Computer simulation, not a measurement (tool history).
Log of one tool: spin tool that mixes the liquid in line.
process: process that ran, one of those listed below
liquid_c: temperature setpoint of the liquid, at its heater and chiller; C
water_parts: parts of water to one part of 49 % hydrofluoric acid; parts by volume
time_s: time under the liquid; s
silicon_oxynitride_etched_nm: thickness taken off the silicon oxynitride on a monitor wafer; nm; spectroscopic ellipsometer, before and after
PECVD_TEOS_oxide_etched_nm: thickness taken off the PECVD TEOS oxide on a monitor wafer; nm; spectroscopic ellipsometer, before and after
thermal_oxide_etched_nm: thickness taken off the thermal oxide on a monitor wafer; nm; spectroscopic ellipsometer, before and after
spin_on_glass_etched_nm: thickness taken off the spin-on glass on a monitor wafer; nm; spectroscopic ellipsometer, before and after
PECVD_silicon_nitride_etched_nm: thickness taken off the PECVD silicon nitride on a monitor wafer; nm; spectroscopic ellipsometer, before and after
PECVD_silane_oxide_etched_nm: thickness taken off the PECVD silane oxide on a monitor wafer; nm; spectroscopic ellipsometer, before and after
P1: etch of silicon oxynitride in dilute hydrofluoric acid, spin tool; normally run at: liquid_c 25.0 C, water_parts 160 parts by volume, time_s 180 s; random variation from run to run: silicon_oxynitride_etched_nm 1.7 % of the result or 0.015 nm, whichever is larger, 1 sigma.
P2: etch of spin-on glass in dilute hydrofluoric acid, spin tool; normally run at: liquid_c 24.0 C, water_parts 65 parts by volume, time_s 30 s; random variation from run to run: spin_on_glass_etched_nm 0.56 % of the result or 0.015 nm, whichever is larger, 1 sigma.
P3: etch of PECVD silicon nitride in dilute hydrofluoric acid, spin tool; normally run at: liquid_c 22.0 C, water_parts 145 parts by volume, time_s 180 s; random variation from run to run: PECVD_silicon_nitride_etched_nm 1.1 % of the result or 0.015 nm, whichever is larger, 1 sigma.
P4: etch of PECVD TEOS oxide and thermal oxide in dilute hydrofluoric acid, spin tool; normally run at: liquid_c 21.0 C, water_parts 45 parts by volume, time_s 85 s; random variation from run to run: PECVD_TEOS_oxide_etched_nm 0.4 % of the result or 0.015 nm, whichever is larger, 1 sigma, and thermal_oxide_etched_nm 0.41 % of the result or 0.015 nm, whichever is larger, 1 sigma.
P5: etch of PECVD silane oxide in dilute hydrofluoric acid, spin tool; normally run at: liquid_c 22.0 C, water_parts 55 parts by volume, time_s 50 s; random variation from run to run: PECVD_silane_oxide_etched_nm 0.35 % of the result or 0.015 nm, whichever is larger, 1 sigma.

run,day,process,liquid_c,water_parts,time_s,hours since the thermometer was replaced,hours since the hydrofluoric acid flow meter was replaced,silicon_oxynitride_etched_nm,PECVD_TEOS_oxide_etched_nm,thermal_oxide_etched_nm,spin_on_glass_etched_nm,PECVD_silicon_nitride_etched_nm,PECVD_silane_oxide_etched_nm
1,0.217,P1,25.0,160,180,348.0,728.8,1.62410,,,,,
2,0.638,P1,25.0,160,65,358.1,738.9,0.57881,,,,,
3,0.883,P4,21.0,45,140,364.0,744.8,,33.803,14.1190,,,
4,1.350,P1,25.0,290,180,375.2,756.0,0.82648,,,,,
5,1.608,P2,24.0,65,60,381.4,762.2,,,,67.133,,
6,1.950,P3,22.0,40,180,389.6,770.4,,,,,7.3593,
# day 2.108: hydrofluoric acid flow meter replaced
7,2.200,P1,25.0,160,180,395.6,2.3,1.64670,,,,,
8,2.512,P1,17.5,160,180,403.1,9.8,1.18090,,,,,
9,2.979,P1,25.0,60,60,414.3,21.0,1.64310,,,,,
10,3.392,P5,22.0,55,95,424.2,30.9,,,,,,36.117
11,3.658,P4,21.0,75,85,430.6,37.3,,11.987,4.8791,,,
12,3.967,P5,22.0,20,50,438.0,44.7,,,,,,54.735
13,4.175,P5,29.0,55,50,443.0,49.7,,,,,,25.246
14,4.600,P4,28.0,45,85,453.2,59.9,,27.306,11.3390,,,
15,4.858,P3,22.0,145,355,459.4,66.1,,,,,4.2498,
16,5.067,P1,30.0,160,180,464.4,71.1,2.08830,,,,,
17,5.371,P1,25.0,160,180,471.7,78.4,1.66200,,,,,
18,5.629,P2,24.0,105,30,477.9,84.6,,,,19.638,,
19,5.846,P3,26.5,145,180,483.1,89.8,,,,,2.8836,
20,6.267,P2,24.0,65,30,493.2,99.9,,,,33.636,,
21,6.517,P2,19.0,65,30,499.2,105.9,,,,27.568,,
22,6.867,P5,22.0,55,50,507.6,114.3,,,,,,19.018
23,7.246,P2,24.0,65,30,516.7,123.4,,,,33.750,,
24,7.642,P4,21.0,45,85,526.2,132.9,,20.522,8.5993,,,
25,7.996,P1,25.0,75,180,534.7,141.4,3.75720,,,,,
26,8.388,P3,22.0,145,180,544.1,150.8,,,,,2.0668,
27,8.750,P1,25.0,160,275,552.8,159.5,2.48300,,,,,
28,8.967,P1,25.0,160,180,558.0,164.7,1.64030,,,,,
29,9.362,P1,25.0,160,180,567.5,174.2,1.62520,,,,,
30,9.725,P1,25.0,160,180,576.2,182.9,1.57670,,,,,
31,10.067,P1,25.0,160,180,584.4,191.1,1.50880,,,,,
32,10.271,P1,25.0,160,180,589.3,196.0,1.56280,,,,,
33,10.583,P1,25.0,160,180,596.8,203.5,1.55580,,,,,
34,10.800,P1,25.0,160,180,602.0,208.7,1.53290,,,,,
35,11.142,P1,25.0,160,180,610.2,216.9,1.53240,,,,,

Forecast run 36:
36,11.500,P1,25.0,160,180,618.8,225.5,?,,,,,

silicon_oxynitride_etched_nm: 1.52920 nm
